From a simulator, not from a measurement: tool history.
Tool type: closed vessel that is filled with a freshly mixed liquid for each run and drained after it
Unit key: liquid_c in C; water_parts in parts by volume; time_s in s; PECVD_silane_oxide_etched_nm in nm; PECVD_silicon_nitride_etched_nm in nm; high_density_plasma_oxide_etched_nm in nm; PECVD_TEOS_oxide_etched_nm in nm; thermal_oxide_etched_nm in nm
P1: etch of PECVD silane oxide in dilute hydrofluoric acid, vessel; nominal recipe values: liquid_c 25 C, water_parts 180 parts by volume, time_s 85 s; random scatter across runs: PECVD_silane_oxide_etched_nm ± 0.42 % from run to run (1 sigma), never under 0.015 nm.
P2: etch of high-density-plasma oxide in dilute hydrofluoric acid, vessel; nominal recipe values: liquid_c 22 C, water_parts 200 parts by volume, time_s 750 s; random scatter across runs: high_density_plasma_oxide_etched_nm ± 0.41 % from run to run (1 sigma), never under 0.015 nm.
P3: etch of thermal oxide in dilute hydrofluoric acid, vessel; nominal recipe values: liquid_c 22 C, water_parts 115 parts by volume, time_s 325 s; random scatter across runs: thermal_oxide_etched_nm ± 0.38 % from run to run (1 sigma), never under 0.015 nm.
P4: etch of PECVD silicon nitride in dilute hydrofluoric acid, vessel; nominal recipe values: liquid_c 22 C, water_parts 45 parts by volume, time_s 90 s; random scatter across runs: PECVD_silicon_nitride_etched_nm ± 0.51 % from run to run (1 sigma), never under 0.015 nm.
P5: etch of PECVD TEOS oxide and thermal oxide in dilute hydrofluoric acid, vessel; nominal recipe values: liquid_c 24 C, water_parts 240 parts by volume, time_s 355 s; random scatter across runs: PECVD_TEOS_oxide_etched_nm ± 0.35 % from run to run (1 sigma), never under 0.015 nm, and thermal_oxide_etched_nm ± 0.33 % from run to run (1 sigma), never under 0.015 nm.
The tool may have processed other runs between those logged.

run	day	process	liquid_c	water_parts	time_s	hours since the thermometer was replaced	hours since the hydrofluoric acid flow meter was replaced	PECVD_silane_oxide_etched_nm	PECVD_silicon_nitride_etched_nm	high_density_plasma_oxide_etched_nm	PECVD_TEOS_oxide_etched_nm	thermal_oxide_etched_nm
1	0.367	P1	25	180	85	295.5	835.1	8.4535				
2	0.746	P1	25	300	85	304.6	844.2	4.4431				
3	0.992	P4	22	45	90	310.5	850.1		6.1405			
4	1.475	P1	25	265	50	322.1	861.7	3.0575				
5	2.017	P1	29	180	85	335.1	874.7	9.6950				
6	2.429	P4	22	20	90	345.0	884.6		13.3570			
7	2.704	P1	17	180	85	351.6	891.2	6.2029				
8	3.250	P2	22	90	750	364.7	904.3			69.015		
9	3.562	P5	24	240	355	372.2	911.8				33.1560	6.2271
10	3.883	P1	25	275	30	379.9	919.5	1.7604				
11	4.171	P5	28	240	355	386.8	926.4				38.6870	7.1630
12	4.529	P1	25	180	85	395.4	935.0	8.4607				
13	5.050	P3	22	190	325	407.9	947.5					7.1671
14	5.525	P4	22	45	90	419.3	958.9		6.1436			
15	5.983	P1	25	180	85	430.3	969.9	8.3605				
16	6.350	P1	30	180	40	439.1	978.7	4.7552				
17	6.654	P5	24	240	65	446.4	986.0				6.0831	1.1600
18	7.092	P4	28	45	90	456.9	996.5		9.2301			
19	7.529	P1	25	180	155	467.4	1007.0	15.4040				
20	7.938	P3	22	115	325	477.2	1016.8					12.7860
21	8.258	P5	24	240	355	484.9	1024.5				33.5030	6.2286
22	8.762	P1	25	60	85	497.0	1036.6	29.4130				
23	9.208	P5	24	100	355	507.7	1047.3				93.4380	17.5310
24	9.638	P4	22	45	30	518.0	1057.6		2.0329			
25	10.200	P2	22	200	750	531.5	1071.1			27.563		
26	10.450	P1	25	180	85	537.5	1077.1	8.4583				
27	10.946	P3	22	115	155	549.4	1089.0					6.1137
28	11.258	P2	17	200	750	556.9	1096.5			22.640		

Run 29 is up next; what results do you expect?
29	11.771	P1	25	180	85	569.2	1108.8	?				

Run 29 yielded PECVD_silane_oxide_etched_nm 8.4304 nm.

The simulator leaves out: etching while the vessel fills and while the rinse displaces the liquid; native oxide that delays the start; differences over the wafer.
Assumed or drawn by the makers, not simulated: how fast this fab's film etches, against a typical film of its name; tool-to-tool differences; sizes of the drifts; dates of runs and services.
